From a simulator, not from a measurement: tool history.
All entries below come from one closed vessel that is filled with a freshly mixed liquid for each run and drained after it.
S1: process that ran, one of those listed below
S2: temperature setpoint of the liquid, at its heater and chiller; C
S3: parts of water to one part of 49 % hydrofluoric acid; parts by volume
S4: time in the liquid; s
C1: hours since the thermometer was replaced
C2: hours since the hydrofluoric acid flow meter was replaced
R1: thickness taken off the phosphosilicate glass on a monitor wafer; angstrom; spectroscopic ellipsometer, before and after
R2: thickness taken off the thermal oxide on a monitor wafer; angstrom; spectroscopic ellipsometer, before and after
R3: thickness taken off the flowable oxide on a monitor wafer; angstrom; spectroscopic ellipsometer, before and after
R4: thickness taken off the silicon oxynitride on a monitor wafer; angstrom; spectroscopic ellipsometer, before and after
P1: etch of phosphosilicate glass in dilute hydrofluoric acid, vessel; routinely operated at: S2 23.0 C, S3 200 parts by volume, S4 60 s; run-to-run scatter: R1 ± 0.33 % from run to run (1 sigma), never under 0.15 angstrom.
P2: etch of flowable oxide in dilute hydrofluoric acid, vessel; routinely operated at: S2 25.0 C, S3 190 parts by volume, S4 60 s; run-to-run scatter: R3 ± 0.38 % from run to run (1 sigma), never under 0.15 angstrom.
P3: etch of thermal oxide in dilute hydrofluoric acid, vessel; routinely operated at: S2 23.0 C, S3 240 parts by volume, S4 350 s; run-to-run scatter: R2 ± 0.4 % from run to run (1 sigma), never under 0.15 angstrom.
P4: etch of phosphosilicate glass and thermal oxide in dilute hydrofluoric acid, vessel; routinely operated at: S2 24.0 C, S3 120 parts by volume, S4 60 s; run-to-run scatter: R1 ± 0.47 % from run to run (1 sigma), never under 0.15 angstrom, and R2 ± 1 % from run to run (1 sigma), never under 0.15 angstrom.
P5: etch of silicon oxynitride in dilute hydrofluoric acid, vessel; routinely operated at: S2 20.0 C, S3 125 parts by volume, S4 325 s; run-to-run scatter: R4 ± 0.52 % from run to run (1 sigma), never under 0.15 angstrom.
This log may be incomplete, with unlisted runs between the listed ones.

| run | hour | S1 | S2 | S3 | S4 | C1 | C2 | R1 | R2 | R3 | R4 |
|---|---|---|---|---|---|---|---|---|---|---|---|
| 1 | 6.8 | P1 | 23.0 | 200 | 60 | 196.5 | 193.8 | 188.320 |  |  |  |
| 2 | 17.1 | P3 | 23.0 | 150 | 350 | 206.8 | 204.1 |  | 99.001 |  |  |
| 3 | 27.5 | P1 | 23.0 | 200 | 60 | 217.2 | 214.5 | 186.270 |  |  |  |
| 4 | 38.4 | P2 | 32.5 | 190 | 60 | 228.1 | 225.4 |  |  | 81.283 |  |
| 5 | 51.9 | P1 | 23.0 | 200 | 60 | 241.6 | 238.9 | 187.480 |  |  |  |
| 6 | 61.1 | P4 | 24.0 | 120 | 60 | 250.8 | 248.1 | 746.130 | 22.442 |  |  |
| 7 | 69.5 | P1 | 23.0 | 200 | 60 | 259.2 | 256.5 | 188.290 |  |  |  |
| 8 | 82.5 | P3 | 23.0 | 240 | 350 | 272.2 | 269.5 |  | 56.277 |  |  |
| 9 | 92.3 | P3 | 17.0 | 240 | 350 | 282.0 | 279.3 |  | 44.559 |  |  |
| 10 | 106.7 | P4 | 18.5 | 120 | 60 | 296.4 | 293.7 | 594.840 | 17.730 |  |  |
| 11 | 114.5 | P3 | 23.0 | 240 | 595 | 304.2 | 301.5 |  | 95.598 |  |  |
| 12 | 123.0 | P2 | 25.0 | 295 | 60 | 312.7 | 310.0 |  |  | 35.929 |  |
| 13 | 130.0 | P5 | 20.0 | 125 | 175 | 319.7 | 317.0 |  |  |  | 24.468 |
| 14 | 137.8 | P4 | 24.0 | 210 | 60 | 327.5 | 324.8 | 384.430 | 11.576 |  |  |
| 15 | 144.9 | P3 | 23.0 | 240 | 350 | 334.6 | 331.9 |  | 56.111 |  |  |
| 16 | 156.2 | P1 | 23.0 | 35 | 60 | 345.9 | 343.2 | 1312.100 |  |  |  |
| 17 | 168.1 | P4 | 24.0 | 120 | 30 | 357.8 | 355.1 | 370.040 | 10.962 |  |  |
| 18 | 178.6 | P1 | 23.0 | 200 | 95 | 368.3 | 365.6 | 299.040 |  |  |  |
| 19 | 185.5 | P1 | 31.0 | 200 | 60 | 375.2 | 372.5 | 251.070 |  |  |  |
| 20 | 198.8 | P1 | 23.0 | 200 | 30 | 388.5 | 385.8 | 93.796 |  |  |  |
| 21 | 207.9 | P5 | 17.0 | 125 | 325 | 397.6 | 394.9 |  |  |  | 39.313 |
| 22 | 217.5 | P2 | 25.0 | 190 | 60 | 407.2 | 404.5 |  |  | 62.237 |  |
| 23 | 228.3 | P1 | 23.0 | 330 | 30 | 418.0 | 415.3 | 50.351 |  |  |  |
| 24 | 237.0 | P5 | 20.0 | 125 | 325 | 426.7 | 424.0 |  |  |  | 45.672 |
| 25 | 248.4 | P5 | 20.0 | 30 | 325 | 438.1 | 435.4 |  |  |  | 202.150 |
| 26 | 262.8 | P1 | 23.0 | 200 | 60 | 452.5 | 449.8 | 187.160 |  |  |  |
| 27 | 276.4 | P1 | 23.0 | 285 | 60 | 466.1 | 463.4 | 121.870 |  |  |  |
| 28 | 283.1 | P1 | 29.0 | 40 | 60 | 472.8 | 470.1 | 1450.900 |  |  |  |
| 29 | 295.3 | P1 | 30.0 | 200 | 90 | 485.0 | 482.3 | 362.320 |  |  |  |
| 30 | 304.4 | P1 | 23.0 | 200 | 60 | 494.1 | 491.4 | 187.090 |  |  |  |
| 31 | 315.7 | P5 | 20.0 | 125 | 325 | 505.4 | 502.7 |  |  |  | 45.238 |
| 32 | 329.5 | P1 | 17.0 | 200 | 60 | 519.2 | 516.5 | 149.860 |  |  |  |
| 33 | 343.2 | P2 | 25.0 | 190 | 30 | 532.9 | 530.2 |  |  | 31.208 |  |
| 34 | 350.0 | P1 | 23.0 | 200 | 60 | 539.7 | 537.0 | 188.280 |  |  |  |
| 35 | 358.7 | P1 | 23.0 | 200 | 60 | 548.4 | 545.7 | 192.810 |  |  |  |
| 36 | 372.6 | P1 | 23.0 | 200 | 60 | 562.3 | 559.6 | 196.020 |  |  |  |
| 37 | 386.4 | P1 | 23.0 | 200 | 60 | 576.1 | 573.4 | 198.810 |  |  |  |
| 38 | 396.2 | P1 | 23.0 | 200 | 60 | 585.9 | 583.2 | 200.900 |  |  |  |
| 39 | 403.8 | P1 | 23.0 | 200 | 60 | 593.5 | 590.8 | 200.700 |  |  |  |
| 40 | 415.0 | P1 | 23.0 | 200 | 60 | 604.7 | 602.0 | 201.400 |  |  |  |
| 41 | 427.5 | P1 | 23.0 | 200 | 60 | 617.2 | 614.5 | 203.510 |  |  |  |
| 42 | 438.4 | P1 | 23.0 | 200 | 60 | 628.1 | 625.4 | 202.290 |  |  |  |
| 43 | 445.3 | P1 | 23.0 | 200 | 60 | 635.0 | 632.3 | 202.530 |  |  |  |
| 44 | 457.2 | P1 | 23.0 | 200 | 60 | 646.9 | 644.2 | 204.100 |  |  |  |
| 45 | 466.6 | P1 | 23.0 | 200 | 60 | 656.3 | 653.6 | 202.380 |  |  |  |

Something has made what P1 gives creep away from where it was; the 2 causes below, each at its own stated size, fit the log equally well:
A: hydrofluoric acid flow above the setpoint (%) = 6.6
B: liquid hotter than its thermometer reads (K) = 2.09
The creep began at about hour 350.0.

Which of the 4 check runs listed below separates the causes, so that each cause would produce a clearly different result? Each run uses one wafer, and its results are marked with question marks.
| check 1 | 476.0 | P4 | 21.0 | 195 | 60 |  |  | ? | ? |  |  |
| check 2 | 476.0 | P3 | 17.0 | 240 | 350 |  |  |  | ? |  |  |
| check 3 | 476.0 | P2 | 31.0 | 190 | 30 |  |  |  |  | ? |  |
| check 4 | 476.0 | P5 | 17.0 | 55 | 325 |  |  |  |  |  | ? |

What every check run would give for each of its results, assuming each possible cause in turn:
| check | result | if A | if B |
|---|---|---|---|
| check 1 | R1 | 404.520 | 405.730 |
| check 1 | R2 | 12.247 | 12.284 |
| check 2 | R2 | 48.348 | 48.521 |
| check 3 | R3 | 41.759 | 41.435 |
| check 4 | R4 | 100.110 | 104.230 |
Gap, in per cent, between the two causes that each check separates least, read from the result that separates them most: check 1 0.3 %; check 2 0.36 %; check 3 0.78 %; check 4 4.04 %
Only check 4 tells the causes apart: in the others they would give nearly the same result.

After running check 4, the following was obtained: R4 101.050 angstrom. Which cause does this point to?

The cause is A: hydrofluoric acid flow above the setpoint (%).
